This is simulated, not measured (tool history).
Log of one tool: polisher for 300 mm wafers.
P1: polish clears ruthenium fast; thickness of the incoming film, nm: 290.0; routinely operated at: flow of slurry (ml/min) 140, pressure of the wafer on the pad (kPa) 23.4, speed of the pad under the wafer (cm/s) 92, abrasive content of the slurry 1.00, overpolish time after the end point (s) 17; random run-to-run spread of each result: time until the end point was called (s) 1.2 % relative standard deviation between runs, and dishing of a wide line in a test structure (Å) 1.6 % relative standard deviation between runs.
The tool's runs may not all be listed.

run,hour,flow of slurry (ml/min),pressure of the wafer on the pad (kPa),speed of the pad under the wafer (cm/s),abrasive content of the slurry,overpolish time after the end point (s),wafers polished on this pad,hours since the slurry nozzle was cleaned,hours since the head pressure was calibrated,hours since the slurry blender was calibrated,time until the end point was called (s),dishing of a wide line in a test structure (Å)
1,12.7,140,23.4,92,1.00,17,814,227.5,177.2,54.3,54.166,704.33
2,23.3,140,23.4,92,0.55,17,939,238.1,187.8,64.9,74.471,528.94
3,35.1,140,23.4,92,1.00,33,1078,249.9,199.6,76.7,51.993,1173.30
4,44.3,180,23.4,64,1.00,17,1186,259.1,208.8,85.9,72.742,529.29
5,56.8,140,23.4,136,1.00,17,1333,271.6,221.3,98.4,36.113,955.45
6,69.7,140,23.4,92,1.45,17,1484,284.5,234.2,111.3,46.298,797.34
7,79.5,180,23.4,92,1.00,17,1600,294.3,244.0,121.1,50.504,703.91
8,92.4,140,23.4,56,1.00,17,1751,307.2,256.9,134.0,87.375,459.39
9,105.5,180,23.4,92,0.70,17,1905,320.3,270.0,147.1,60.946,627.93
10,117.4,140,23.4,92,1.00,5,2045,332.2,281.9,159.0,52.174,228.95
11,129.9,100,23.4,114,1.00,17,2192,344.7,294.4,171.5,46.770,791.07
12,140.7,140,13.8,92,1.00,17,2319,355.5,305.2,182.3,90.845,439.12
13,153.7,140,32.4,92,1.00,17,2472,368.5,318.2,195.3,38.637,886.56
14,163.5,140,23.4,92,1.00,17,2587,378.3,328.0,205.1,53.537,707.46
15,175.4,140,23.4,92,1.00,17,2727,390.2,339.9,217.0,53.138,685.93
16,183.4,140,23.4,92,1.00,17,2821,398.2,347.9,225.0,54.187,699.86
17,190.2,140,23.4,92,1.00,17,2901,405.0,354.7,231.8,53.112,710.73
18,202.5,85,23.4,92,1.00,17,3046,417.3,367.0,244.1,58.819,627.77
19,212.9,140,23.4,92,1.00,17,3168,427.7,377.4,254.5,52.492,694.86
20,225.8,140,23.4,92,1.00,17,3319,440.6,390.3,267.4,54.966,674.79
21,235.1,140,23.4,92,1.00,17,3429,449.9,399.6,276.7,57.040,654.02
22,247.6,140,23.4,92,1.00,17,3576,462.4,412.1,289.2,57.691,665.31
23,255.0,140,23.4,92,1.00,17,3663,469.8,419.5,296.6,56.598,647.34
24,261.9,140,23.4,92,1.00,17,3744,476.7,426.4,303.5,56.300,650.29
# hour 263.8: head pressure recalibrated
25,271.4,140,23.4,92,1.00,17,3856,486.2,7.6,313.0,56.958,649.77
# hour 273.5: slurry blender recalibrated
26,283.5,140,23.4,92,1.00,17,3998,498.3,19.7,10.1,59.524,659.74

Estimate the outcome of run 27 from the log above:
27,295.8,140,23.4,92,1.00,17,4142,510.6,32.0,22.4,?,?

Run 27 produced time until the end point was called (s) 56.930, dishing of a wide line in a test structure (Å) 645.18.
